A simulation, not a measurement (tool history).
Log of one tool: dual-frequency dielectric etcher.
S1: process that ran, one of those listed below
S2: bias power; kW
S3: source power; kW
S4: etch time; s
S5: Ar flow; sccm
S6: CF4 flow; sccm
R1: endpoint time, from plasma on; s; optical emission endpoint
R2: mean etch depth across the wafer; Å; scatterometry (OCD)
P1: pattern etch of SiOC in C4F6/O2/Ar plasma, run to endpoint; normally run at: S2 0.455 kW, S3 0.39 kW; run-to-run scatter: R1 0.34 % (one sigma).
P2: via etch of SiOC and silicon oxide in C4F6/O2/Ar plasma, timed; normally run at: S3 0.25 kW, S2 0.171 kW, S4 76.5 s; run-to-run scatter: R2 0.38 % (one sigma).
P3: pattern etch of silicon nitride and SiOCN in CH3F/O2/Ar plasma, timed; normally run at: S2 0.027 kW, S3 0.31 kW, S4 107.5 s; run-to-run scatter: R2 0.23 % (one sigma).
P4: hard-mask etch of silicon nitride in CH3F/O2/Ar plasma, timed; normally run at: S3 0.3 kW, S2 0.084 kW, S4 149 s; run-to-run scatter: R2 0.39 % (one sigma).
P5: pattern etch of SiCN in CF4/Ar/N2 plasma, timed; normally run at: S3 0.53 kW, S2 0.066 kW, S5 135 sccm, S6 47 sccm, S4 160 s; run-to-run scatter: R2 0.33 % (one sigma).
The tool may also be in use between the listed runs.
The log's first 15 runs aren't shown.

run	hour	S1	S2	S3	S4	S5	S6	R1	R2
16	191.6	P1	0.455	0.39				9.9403	
17	206.3	P2	0.171	0.17	76.5				617.77
18	222	P4	0.11	0.3	149				1095.9
19	233.5	P3	0.027	0.31	151.5				204.17
20	242	P5	0.066	0.53	89	135	47		804.84
21	252.8	P1	0.635	0.39				8.7552	
22	269.3	P1	0.455	0.47				9.2848	
23	277.7	P2	0.171	0.25	76.5				718.63
24	291.9	P3	0.027	0.31	107.5				145.4
25	299.7	P5	0.066	0.53	160	135	31		1343.3
26	308.9	P5	0.066	0.53	160	188	47		1365.5
27	322.4	P2	0.24	0.25	76.5				801.65
28	333.9	P4	0.084	0.38	149				1076
29	342.9	P1	0.289	0.39				11.694	
30	352.1	P5	0.088	0.53	160	135	47		1610.7
31	366	P1	0.455	0.39				9.935	
32	378.3	P1	0.455	0.39				9.8766	
33	391.5	P1	0.455	0.39				9.8152	

Forecast run 34:
34	399.1	P1	0.455	0.39				?	

R1: 9.8199 s
